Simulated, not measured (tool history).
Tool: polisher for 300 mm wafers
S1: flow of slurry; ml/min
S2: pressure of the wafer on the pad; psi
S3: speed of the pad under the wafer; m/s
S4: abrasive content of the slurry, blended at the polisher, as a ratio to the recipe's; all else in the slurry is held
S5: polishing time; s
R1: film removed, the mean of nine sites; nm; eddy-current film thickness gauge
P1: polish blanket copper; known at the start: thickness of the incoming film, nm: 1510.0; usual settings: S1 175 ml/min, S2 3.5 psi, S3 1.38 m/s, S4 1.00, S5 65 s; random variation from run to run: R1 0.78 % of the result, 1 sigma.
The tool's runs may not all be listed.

Run 1, hour 5.0: S1 175 ml/min, S2 3.5 psi, S3 1.38 m/s, S4 1.00, S5 65 s. Result: R1 372.07 nm.
Run 2, hour 10.8: S1 175 ml/min, S2 3.5 psi, S3 0.84 m/s, S4 1.00, S5 65 s. Result: R1 227.41 nm.
Run 3, hour 17.7: S1 175 ml/min, S2 3.5 psi, S3 1.38 m/s, S4 1.00, S5 65 s. Result: R1 370.93 nm.
Run 4, hour 23.7: S1 175 ml/min, S2 3.5 psi, S3 1.38 m/s, S4 1.00, S5 35 s. Result: R1 203.82 nm.
Run 5, hour 29.3: S1 105 ml/min, S2 3.5 psi, S3 1.38 m/s, S4 1.00, S5 65 s. Result: R1 341.41 nm.
Run 6, hour 37.9: S1 175 ml/min, S2 3.5 psi, S3 1.38 m/s, S4 1.00, S5 65 s. Result: R1 375.28 nm.
Run 7, hour 47.1: S1 175 ml/min, S2 1.6 psi, S3 1.38 m/s, S4 1.00, S5 65 s. Result: R1 171.48 nm.
Run 8, hour 55.8: S1 175 ml/min, S2 4.4 psi, S3 1.38 m/s, S4 1.00, S5 65 s. Result: R1 471.54 nm.
Run 9, hour 62.4: S1 175 ml/min, S2 3.5 psi, S3 1.38 m/s, S4 1.00, S5 65 s. Result: R1 380.42 nm.
Run 10, hour 71.5: S1 175 ml/min, S2 3.5 psi, S3 1.38 m/s, S4 0.60, S5 100 s. Result: R1 516.17 nm.
Run 11, hour 79.4: S1 175 ml/min, S2 3.5 psi, S3 1.38 m/s, S4 0.55, S5 65 s. Result: R1 331.08 nm.
Run 12, hour 88.2: S1 175 ml/min, S2 3.5 psi, S3 1.38 m/s, S4 1.35, S5 65 s. Result: R1 401.08 nm.
Run 13, hour 95.0: S1 175 ml/min, S2 3.5 psi, S3 2.00 m/s, S4 1.00, S5 65 s. Result: R1 539.15 nm.
Run 14, hour 99.4: S1 275 ml/min, S2 3.5 psi, S3 1.38 m/s, S4 1.00, S5 65 s. Result: R1 401.39 nm.

Forecast run 15:
Run 15, hour 107.5: S1 175 ml/min, S2 3.5 psi, S3 1.38 m/s, S4 1.00, S5 89 s. Result: R1 ?.

R1: 511.99 nm
